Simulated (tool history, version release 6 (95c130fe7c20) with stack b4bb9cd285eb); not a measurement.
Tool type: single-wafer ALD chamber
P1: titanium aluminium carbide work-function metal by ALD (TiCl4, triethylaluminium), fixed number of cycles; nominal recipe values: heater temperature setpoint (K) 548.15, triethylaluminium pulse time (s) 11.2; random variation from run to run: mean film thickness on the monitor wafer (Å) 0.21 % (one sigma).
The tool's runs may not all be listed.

run	hour	heater temperature setpoint (K)	triethylaluminium pulse time (s)	hours since the last thermocouple change	hours since the last triethylaluminium bottle change	mean film thickness on the monitor wafer (Å)
1	9.5	548.15	11.2	314	1080.9	18.107
2	21.9	532.15	4.59	326.4	1093.3	13.596
3	31.3	561.15	7.67	335.8	1102.7	18.184
4	41.7	548.15	11.2	346.2	1113.1	18.14
5	53.5	533.15	8.22	358	1124.9	16.136
6	61.7	548.15	16.22	366.2	1133.1	18.402
7	68.5	548.15	11.2	373	1139.9	18.12
8	77.2	524.15	11.2	381.7	1148.6	16.059
9	89.9	548.15	11.2	394.4	1161.3	18.159
10	103	548.15	11.2	407.5	1174.4	18.101
11	110.9	569.15	11.2	415.4	1182.3	19.99
12	123.4	548.15	4.12	427.9	1194.8	14.037

What does the tool deliver on the next run?
13	135.1	548.15	11.2	439.6	1206.5	?

mean film thickness on the monitor wafer (Å): 18.181
